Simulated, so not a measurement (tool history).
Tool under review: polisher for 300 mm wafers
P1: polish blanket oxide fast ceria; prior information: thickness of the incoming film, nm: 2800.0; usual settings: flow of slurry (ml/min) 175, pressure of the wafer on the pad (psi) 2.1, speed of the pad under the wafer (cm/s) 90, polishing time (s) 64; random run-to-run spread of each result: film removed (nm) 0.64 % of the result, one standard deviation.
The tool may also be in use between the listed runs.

| run | hour | flow of slurry (ml/min) | pressure of the wafer on the pad (psi) | speed of the pad under the wafer (cm/s) | polishing time (s) | wafers polished on this pad | hours since the slurry nozzle was cleaned | hours since the head pressure was calibrated | film removed (nm) |
|---|---|---|---|---|---|---|---|---|---|
| 1 | 3.8 | 175 | 2.1 | 90 | 64 | 412 | 50.1 | 1035.5 | 744.05 |
| 2 | 8.7 | 175 | 2.1 | 42 | 64 | 457 | 55.0 | 1040.4 | 349.53 |
| 3 | 15.9 | 175 | 2.1 | 90 | 64 | 525 | 62.2 | 1047.6 | 754.22 |
| 4 | 19.3 | 175 | 2.1 | 138 | 64 | 557 | 65.6 | 1051.0 | 1146.30 |
| 5 | 26.4 | 175 | 3.3 | 90 | 64 | 623 | 72.7 | 1058.1 | 1172.60 |
| 6 | 33.7 | 260 | 2.1 | 90 | 64 | 691 | 80.0 | 1065.4 | 781.32 |
| 7 | 38.8 | 175 | 2.1 | 90 | 64 | 739 | 85.1 | 1070.5 | 757.54 |
| 8 | 45.0 | 105 | 2.1 | 90 | 64 | 797 | 91.3 | 1076.7 | 687.31 |
| 9 | 52.8 | 175 | 2.1 | 90 | 30 | 870 | 99.1 | 1084.5 | 353.90 |
| 10 | 59.6 | 175 | 2.1 | 90 | 64 | 934 | 105.9 | 1091.3 | 751.28 |
| 11 | 66.8 | 175 | 1.1 | 90 | 64 | 1001 | 113.1 | 1098.5 | 396.00 |
| 12 | 72.6 | 175 | 2.6 | 52 | 64 | 1055 | 118.9 | 1104.3 | 530.89 |
| 13 | 80.0 | 175 | 2.1 | 90 | 64 | 1124 | 126.3 | 1111.7 | 760.22 |
| 14 | 84.9 | 175 | 2.1 | 90 | 64 | 1170 | 131.2 | 1116.6 | 755.17 |

Run 15, settings as shown, results not yet in. Your forecast:
| 15 | 92.2 | 175 | 2.1 | 90 | 100 | 1239 | 138.5 | 1123.9 | ? |

Run 15 came out at film removed (nm) 1182.10.
